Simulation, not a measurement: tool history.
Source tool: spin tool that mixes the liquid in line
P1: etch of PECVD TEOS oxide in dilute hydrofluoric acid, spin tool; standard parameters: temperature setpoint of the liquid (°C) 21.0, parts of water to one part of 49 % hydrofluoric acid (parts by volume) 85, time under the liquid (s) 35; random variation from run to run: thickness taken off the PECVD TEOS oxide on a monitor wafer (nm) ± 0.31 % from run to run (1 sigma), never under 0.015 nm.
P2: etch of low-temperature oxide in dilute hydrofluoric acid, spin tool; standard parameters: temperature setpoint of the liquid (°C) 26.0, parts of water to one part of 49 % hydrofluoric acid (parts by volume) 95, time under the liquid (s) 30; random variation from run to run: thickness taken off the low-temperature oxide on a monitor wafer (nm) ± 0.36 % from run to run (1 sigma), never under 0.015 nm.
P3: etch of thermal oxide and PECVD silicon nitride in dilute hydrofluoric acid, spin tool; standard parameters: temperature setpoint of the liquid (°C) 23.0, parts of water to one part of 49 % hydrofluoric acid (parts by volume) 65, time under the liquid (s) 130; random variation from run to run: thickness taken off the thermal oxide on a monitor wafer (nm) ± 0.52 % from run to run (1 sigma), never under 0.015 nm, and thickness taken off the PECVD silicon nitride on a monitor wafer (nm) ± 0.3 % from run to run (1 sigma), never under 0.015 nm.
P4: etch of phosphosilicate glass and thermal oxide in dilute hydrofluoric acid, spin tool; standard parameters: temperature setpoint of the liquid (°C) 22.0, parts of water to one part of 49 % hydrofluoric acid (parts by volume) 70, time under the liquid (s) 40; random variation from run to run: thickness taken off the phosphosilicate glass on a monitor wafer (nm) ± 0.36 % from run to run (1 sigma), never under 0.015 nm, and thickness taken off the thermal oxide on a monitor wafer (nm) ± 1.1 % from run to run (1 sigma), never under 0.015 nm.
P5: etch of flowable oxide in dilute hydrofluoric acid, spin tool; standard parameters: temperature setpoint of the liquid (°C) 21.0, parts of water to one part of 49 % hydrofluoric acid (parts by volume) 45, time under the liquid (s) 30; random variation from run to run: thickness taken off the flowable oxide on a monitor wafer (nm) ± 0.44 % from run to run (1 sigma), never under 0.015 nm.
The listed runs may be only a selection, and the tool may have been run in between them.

| run | day | process that ran | temperature setpoint of the liquid (°C) | parts of water to one part of 49 % hydrofluoric acid (parts by volume) | time under the liquid (s) | hours since the thermometer was replaced | hours since the hydrofluoric acid flow meter was replaced | thickness taken off the PECVD TEOS oxide on a monitor wafer (nm) | thickness taken off the flowable oxide on a monitor wafer (nm) | thickness taken off the phosphosilicate glass on a monitor wafer (nm) | thickness taken off the thermal oxide on a monitor wafer (nm) | thickness taken off the PECVD silicon nitride on a monitor wafer (nm) | thickness taken off the low-temperature oxide on a monitor wafer (nm) |
|---|---|---|---|---|---|---|---|---|---|---|---|---|---|
| 1 | 0.317 | P1 | 21.0 | 85 | 35 | 206.8 | 180.3 | 7.4480 |  |  |  |  |  |
| 2 | 0.583 | P5 | 21.0 | 45 | 30 | 213.2 | 186.7 |  | 22.289 |  |  |  |  |
| 3 | 1.067 | P5 | 21.0 | 70 | 30 | 224.8 | 198.3 |  | 13.892 |  |  |  |  |
| 4 | 1.538 | P5 | 21.0 | 45 | 30 | 236.1 | 209.6 |  | 22.398 |  |  |  |  |
| 5 | 1.925 | P4 | 22.0 | 70 | 40 | 245.4 | 218.9 |  |  | 60.123 | 2.48200 |  |  |
| 6 | 2.167 | P1 | 21.0 | 85 | 60 | 251.2 | 224.7 | 12.7760 |  |  |  |  |  |
| 7 | 2.500 | P3 | 23.0 | 65 | 130 | 259.2 | 232.7 |  |  |  | 9.36820 | 10.3500 |  |
| 8 | 2.912 | P1 | 21.0 | 85 | 35 | 269.1 | 242.6 | 7.4880 |  |  |  |  |  |
| 9 | 3.188 | P4 | 22.0 | 20 | 40 | 275.7 | 249.2 |  |  | 225.390 | 9.29940 |  |  |
| 10 | 3.412 | P1 | 21.0 | 30 | 50 | 281.1 | 254.6 | 32.3200 |  |  |  |  |  |
| 11 | 3.892 | P1 | 17.0 | 85 | 35 | 292.6 | 266.1 | 6.3184 |  |  |  |  |  |
| 12 | 4.154 | P3 | 23.0 | 65 | 130 | 298.9 | 272.4 |  |  |  | 9.26000 | 10.3050 |  |
| 13 | 4.604 | P1 | 26.0 | 85 | 35 | 309.7 | 283.2 | 9.1731 |  |  |  |  |  |
| 14 | 4.875 | P1 | 21.0 | 145 | 35 | 316.2 | 289.7 | 4.0877 |  |  |  |  |  |
| 15 | 5.217 | P1 | 21.0 | 85 | 15 | 324.4 | 297.9 | 3.2361 |  |  |  |  |  |
| 16 | 5.517 | P2 | 26.0 | 95 | 30 | 331.6 | 305.1 |  |  |  |  |  | 9.9093 |
| 17 | 5.979 | P5 | 21.0 | 45 | 60 | 342.7 | 316.2 |  | 44.356 |  |  |  |  |
| 18 | 6.429 | P2 | 21.0 | 95 | 30 | 353.5 | 327.0 |  |  |  |  |  | 8.1777 |
| 19 | 6.825 | P5 | 17.0 | 45 | 30 | 363.0 | 336.5 |  | 18.834 |  |  |  |  |
| 20 | 7.200 | P1 | 21.0 | 85 | 35 | 372.0 | 345.5 | 7.5117 |  |  |  |  |  |
| 21 | 7.483 | P4 | 28.5 | 70 | 40 | 378.8 | 352.3 |  |  | 78.791 | 3.10660 |  |  |
| 22 | 7.871 | P3 | 17.0 | 65 | 130 | 388.1 | 361.6 |  |  |  | 7.17370 | 6.8000 |  |
| 23 | 8.217 | P3 | 23.0 | 110 | 130 | 396.4 | 369.9 |  |  |  | 5.20790 | 6.1111 |  |
| 24 | 8.546 | P2 | 26.0 | 95 | 15 | 404.3 | 377.8 |  |  |  |  |  | 4.9519 |
| 25 | 8.933 | P2 | 26.0 | 35 | 30 | 413.6 | 387.1 |  |  |  |  |  | 29.3240 |
| 26 | 9.217 | P4 | 22.0 | 70 | 15 | 420.4 | 393.9 |  |  | 22.527 | 0.91361 |  |  |
| 27 | 9.625 | P1 | 21.0 | 35 | 35 | 430.2 | 403.7 | 19.4200 |  |  |  |  |  |
| 28 | 9.875 | P1 | 21.0 | 85 | 35 | 436.2 | 409.7 | 7.4753 |  |  |  |  |  |
| 29 | 10.350 | P1 | 21.0 | 85 | 35 | 447.6 | 421.1 | 7.5290 |  |  |  |  |  |
| 30 | 10.579 | P3 | 23.0 | 65 | 255 | 453.1 | 426.6 |  |  |  | 18.16500 | 20.2100 |  |
| 31 | 10.804 | P1 | 21.0 | 85 | 35 | 458.5 | 432.0 | 7.5067 |  |  |  |  |  |
| 32 | 11.254 | P1 | 21.0 | 85 | 35 | 469.3 | 442.8 | 7.2832 |  |  |  |  |  |
| 33 | 11.546 | P1 | 21.0 | 85 | 35 | 476.3 | 449.8 | 7.1366 |  |  |  |  |  |
| 34 | 12.029 | P1 | 21.0 | 85 | 35 | 487.9 | 461.4 | 7.0374 |  |  |  |  |  |
| 35 | 12.279 | P1 | 21.0 | 85 | 35 | 493.9 | 467.4 | 6.9948 |  |  |  |  |  |
| 36 | 12.788 | P1 | 21.0 | 85 | 35 | 506.1 | 479.6 | 6.9869 |  |  |  |  |  |
| 37 | 13.171 | P1 | 21.0 | 85 | 35 | 515.3 | 488.8 | 6.9794 |  |  |  |  |  |
| 38 | 13.404 | P1 | 21.0 | 85 | 35 | 520.9 | 494.4 | 6.9594 |  |  |  |  |  |

P1 has crept away from where it was. The log is fitted equally well by each of these 2 causes, at the sizes shown:
A: liquid colder than its thermometer reads (K) = 1.7
B: hydrofluoric acid flow below the setpoint (%) = 6.19
The drift started at roughly day 10.804.

Each of the 4 check runs below uses one wafer; its results are left as question marks. Which run tells the causes apart?
| check 1 | 13.638 | P3 | 23.0 | 65 | 130 |  |  |  |  |  | ? | ? |  |
| check 2 | 13.638 | P4 | 22.0 | 70 | 40 |  |  |  |  | ? | ? |  |  |
| check 3 | 13.638 | P5 | 21.0 | 45 | 30 |  |  |  | ? |  |  |  |  |
| check 4 | 13.638 | P2 | 26.0 | 95 | 30 |  |  |  |  |  |  |  | ? |

Check results expected under each cause:
| check | result | if A | if B |
|---|---|---|---|
| check 1 | thickness taken off the thermal oxide on a monitor wafer (nm) | 8.65530 | 8.66290 |
| check 1 | thickness taken off the PECVD silicon nitride on a monitor wafer (nm) | 9.1667 | 9.6631 |
| check 2 | thickness taken off the phosphosilicate glass on a monitor wafer (nm) | 56.254 | 56.309 |
| check 2 | thickness taken off the thermal oxide on a monitor wafer (nm) | 2.30340 | 2.30560 |
| check 3 | thickness taken off the flowable oxide on a monitor wafer (nm) | 20.775 | 20.875 |
| check 4 | thickness taken off the low-temperature oxide on a monitor wafer (nm) | 9.3130 | 9.2656 |
Per check, the gap between the least separated pair of causes, taken in the result that splits them most: check 1 5.27 %; check 2 0.1 %; check 3 0.48 %; check 4 0.51 %
The causes can be told apart only by check 1. The other checks would give nearly the same results under each of them.

Running check 1 produced the following: thickness taken off the thermal oxide on a monitor wafer (nm) 8.63850; thickness taken off the PECVD silicon nitride on a monitor wafer (nm) 9.7389. Which one of the listed causes fits?

It is B: hydrofluoric acid flow below the setpoint (%).
